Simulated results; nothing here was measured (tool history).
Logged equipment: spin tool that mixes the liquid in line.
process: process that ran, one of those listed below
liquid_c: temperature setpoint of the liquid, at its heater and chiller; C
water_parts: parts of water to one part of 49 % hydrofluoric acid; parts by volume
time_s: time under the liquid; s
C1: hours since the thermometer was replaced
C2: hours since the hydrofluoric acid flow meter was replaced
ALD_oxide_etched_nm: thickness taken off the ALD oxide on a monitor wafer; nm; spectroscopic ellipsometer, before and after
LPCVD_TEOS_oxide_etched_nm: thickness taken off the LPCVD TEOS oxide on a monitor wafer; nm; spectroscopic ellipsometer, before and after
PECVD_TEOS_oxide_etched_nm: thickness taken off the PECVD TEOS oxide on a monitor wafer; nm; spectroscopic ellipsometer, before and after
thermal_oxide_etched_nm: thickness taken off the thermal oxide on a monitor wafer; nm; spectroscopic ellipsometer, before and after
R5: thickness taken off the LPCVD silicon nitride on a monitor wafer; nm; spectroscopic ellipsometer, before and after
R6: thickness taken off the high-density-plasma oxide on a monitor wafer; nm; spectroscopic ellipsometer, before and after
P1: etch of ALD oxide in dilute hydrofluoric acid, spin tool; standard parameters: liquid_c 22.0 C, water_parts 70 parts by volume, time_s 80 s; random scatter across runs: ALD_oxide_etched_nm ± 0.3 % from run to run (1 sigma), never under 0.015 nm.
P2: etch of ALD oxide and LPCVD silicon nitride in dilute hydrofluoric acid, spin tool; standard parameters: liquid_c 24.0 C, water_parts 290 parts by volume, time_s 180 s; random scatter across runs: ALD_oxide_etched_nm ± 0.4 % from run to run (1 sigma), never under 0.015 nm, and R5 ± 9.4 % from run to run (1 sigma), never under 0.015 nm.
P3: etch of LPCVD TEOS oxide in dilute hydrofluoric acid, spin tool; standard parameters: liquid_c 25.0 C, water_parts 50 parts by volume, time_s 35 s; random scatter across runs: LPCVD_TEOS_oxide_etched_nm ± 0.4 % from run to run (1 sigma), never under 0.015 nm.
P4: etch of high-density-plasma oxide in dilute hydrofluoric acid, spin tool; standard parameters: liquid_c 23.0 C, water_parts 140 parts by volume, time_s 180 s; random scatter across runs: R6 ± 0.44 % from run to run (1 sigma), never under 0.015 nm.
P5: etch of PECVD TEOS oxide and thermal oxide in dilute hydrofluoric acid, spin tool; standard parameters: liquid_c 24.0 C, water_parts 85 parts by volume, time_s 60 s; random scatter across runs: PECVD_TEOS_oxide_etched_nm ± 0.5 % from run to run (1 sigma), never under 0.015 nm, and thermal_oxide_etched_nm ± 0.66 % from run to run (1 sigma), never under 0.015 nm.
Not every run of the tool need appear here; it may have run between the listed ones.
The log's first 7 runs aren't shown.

{"run": 8, "day": 3.183, "process": "P5", "liquid_c": 17.0, "water_parts": 85, "time_s": 60, "C1": 477.6, "C2": 1374.8, "PECVD_TEOS_oxide_etched_nm": 4.7142, "thermal_oxide_etched_nm": 2.7111}
{"day": 3.7, "done": "hydrofluoric acid flow meter replaced"}
{"run": 9, "day": 3.738, "process": "P1", "liquid_c": 22.0, "water_parts": 30, "time_s": 80, "C1": 490.9, "C2": 0.9, "ALD_oxide_etched_nm": 52.386}
{"run": 10, "day": 4.004, "process": "P2", "liquid_c": 24.0, "water_parts": 290, "time_s": 180, "C1": 497.3, "C2": 7.3, "ALD_oxide_etched_nm": 12.884, "R5": 0.23771}
{"run": 11, "day": 4.304, "process": "P1", "liquid_c": 17.0, "water_parts": 70, "time_s": 120, "C1": 504.5, "C2": 14.5, "ALD_oxide_etched_nm": 26.039}
{"run": 12, "day": 4.721, "process": "P1", "liquid_c": 22.0, "water_parts": 70, "time_s": 80, "C1": 514.5, "C2": 24.5, "ALD_oxide_etched_nm": 21.219}
{"run": 13, "day": 5.196, "process": "P5", "liquid_c": 24.0, "water_parts": 85, "time_s": 15, "C1": 525.9, "C2": 35.9, "PECVD_TEOS_oxide_etched_nm": 1.5887, "thermal_oxide_etched_nm": 0.90948}
{"run": 14, "day": 5.633, "process": "P1", "liquid_c": 22.0, "water_parts": 70, "time_s": 80, "C1": 536.4, "C2": 46.4, "ALD_oxide_etched_nm": 21.387}
{"run": 15, "day": 6.1, "process": "P1", "liquid_c": 22.0, "water_parts": 70, "time_s": 80, "C1": 547.6, "C2": 57.6, "ALD_oxide_etched_nm": 21.352}
{"run": 16, "day": 6.483, "process": "P2", "liquid_c": 24.0, "water_parts": 420, "time_s": 180, "C1": 556.8, "C2": 66.8, "ALD_oxide_etched_nm": 7.9071, "R5": 0.18306}
{"run": 17, "day": 6.938, "process": "P1", "liquid_c": 22.0, "water_parts": 100, "time_s": 120, "C1": 567.7, "C2": 77.7, "ALD_oxide_etched_nm": 21.687}
{"run": 18, "day": 7.25, "process": "P4", "liquid_c": 17.0, "water_parts": 140, "time_s": 180, "C1": 575.2, "C2": 85.2, "R6": 5.9249}
{"run": 19, "day": 7.5, "process": "P5", "liquid_c": 24.0, "water_parts": 115, "time_s": 60, "C1": 581.2, "C2": 91.2, "PECVD_TEOS_oxide_etched_nm": 4.4917, "thermal_oxide_etched_nm": 2.535}
{"run": 20, "day": 7.917, "process": "P1", "liquid_c": 22.0, "water_parts": 70, "time_s": 80, "C1": 591.2, "C2": 101.2, "ALD_oxide_etched_nm": 21.212}
{"run": 21, "day": 8.421, "process": "P3", "liquid_c": 17.0, "water_parts": 50, "time_s": 35, "C1": 603.3, "C2": 113.3, "LPCVD_TEOS_oxide_etched_nm": 9.4508}
{"run": 22, "day": 8.908, "process": "P1", "liquid_c": 22.0, "water_parts": 125, "time_s": 80, "C1": 615.0, "C2": 125.0, "ALD_oxide_etched_nm": 11.183}
{"run": 23, "day": 9.467, "process": "P2", "liquid_c": 24.0, "water_parts": 290, "time_s": 180, "C1": 628.4, "C2": 138.4, "ALD_oxide_etched_nm": 13.036, "R5": 0.22771}
{"run": 24, "day": 10.029, "process": "P1", "liquid_c": 22.0, "water_parts": 70, "time_s": 80, "C1": 641.9, "C2": 151.9, "ALD_oxide_etched_nm": 21.201}

Run 25, settings as shown, results not yet in. Your forecast:
{"run": 25, "day": 10.367, "process": "P2", "liquid_c": 29.5, "water_parts": 290, "time_s": 180, "C1": 650.0, "C2": 160.0, "ALD_oxide_etched_nm": "?", "R5": "?"}

For run 25 the tool returned ALD_oxide_etched_nm 15.4610 nm, R5 0.46538 nm.
